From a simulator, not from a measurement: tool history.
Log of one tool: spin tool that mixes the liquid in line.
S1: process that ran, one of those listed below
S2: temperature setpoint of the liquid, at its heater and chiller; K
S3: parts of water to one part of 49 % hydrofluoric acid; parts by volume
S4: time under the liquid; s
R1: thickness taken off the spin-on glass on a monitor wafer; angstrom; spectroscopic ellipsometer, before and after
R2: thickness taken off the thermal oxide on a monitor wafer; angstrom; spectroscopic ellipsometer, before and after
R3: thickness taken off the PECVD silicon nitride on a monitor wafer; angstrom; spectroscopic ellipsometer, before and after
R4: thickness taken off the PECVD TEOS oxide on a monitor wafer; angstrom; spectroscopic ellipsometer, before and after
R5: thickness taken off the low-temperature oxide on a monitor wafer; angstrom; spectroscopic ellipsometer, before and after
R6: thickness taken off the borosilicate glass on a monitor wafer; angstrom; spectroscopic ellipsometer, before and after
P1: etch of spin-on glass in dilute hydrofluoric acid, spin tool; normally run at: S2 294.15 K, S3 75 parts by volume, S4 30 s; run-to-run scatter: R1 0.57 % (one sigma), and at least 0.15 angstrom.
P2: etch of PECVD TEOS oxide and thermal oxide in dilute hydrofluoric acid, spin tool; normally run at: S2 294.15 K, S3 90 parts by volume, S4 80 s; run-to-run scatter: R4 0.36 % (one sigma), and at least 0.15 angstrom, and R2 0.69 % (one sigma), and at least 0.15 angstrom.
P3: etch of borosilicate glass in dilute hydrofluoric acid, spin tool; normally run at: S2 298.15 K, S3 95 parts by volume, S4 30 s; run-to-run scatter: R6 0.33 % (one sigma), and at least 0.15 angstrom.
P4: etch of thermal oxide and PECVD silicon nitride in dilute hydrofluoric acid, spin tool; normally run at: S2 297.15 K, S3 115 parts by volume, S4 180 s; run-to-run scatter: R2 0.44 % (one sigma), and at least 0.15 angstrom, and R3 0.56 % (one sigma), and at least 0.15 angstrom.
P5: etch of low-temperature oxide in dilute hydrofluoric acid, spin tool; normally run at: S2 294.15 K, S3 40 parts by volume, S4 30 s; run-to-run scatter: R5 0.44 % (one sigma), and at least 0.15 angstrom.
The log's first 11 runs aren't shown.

Run 12, hour 47: S1 P1, S2 294.15 K, S3 75 parts by volume, S4 30 s. Result: R1 155.17 angstrom.
Run 13, hour 51.2: S1 P3, S2 298.15 K, S3 95 parts by volume, S4 30 s. Result: R6 108.92 angstrom.
Run 14, hour 54.1: S1 P1, S2 299.65 K, S3 75 parts by volume, S4 30 s. Result: R1 193.5 angstrom.
Run 15, hour 59.1: S1 P2, S2 294.15 K, S3 90 parts by volume, S4 155 s. Result: R2 73.104 angstrom, R4 320.92 angstrom.
Run 16, hour 63.4: S1 P4, S2 290.65 K, S3 115 parts by volume, S4 180 s. Result: R2 56.314 angstrom, R3 24.535 angstrom.
Run 17, hour 66.1: S1 P3, S2 298.15 K, S3 40 parts by volume, S4 30 s. Result: R6 277.52 angstrom.
Run 18, hour 69.1: S1 P1, S2 294.15 K, S3 35 parts by volume, S4 55 s. Result: R1 634.57 angstrom.
At hour 72.3: thermometer replaced.
Run 19, hour 73.9: S1 P4, S2 297.15 K, S3 165 parts by volume, S4 180 s. Result: R2 47.939 angstrom, R3 26.957 angstrom.
Run 20, hour 76.4: S1 P1, S2 294.15 K, S3 20 parts by volume, S4 30 s. Result: R1 618.21 angstrom.

The next listed run, before its measurement:
Run 21, hour 80.7: S1 P2, S2 294.15 K, S3 125 parts by volume, S4 80 s. Result: R2 ?, R4 ?.

R2: 26.395 angstrom
R4: 114.17 angstrom

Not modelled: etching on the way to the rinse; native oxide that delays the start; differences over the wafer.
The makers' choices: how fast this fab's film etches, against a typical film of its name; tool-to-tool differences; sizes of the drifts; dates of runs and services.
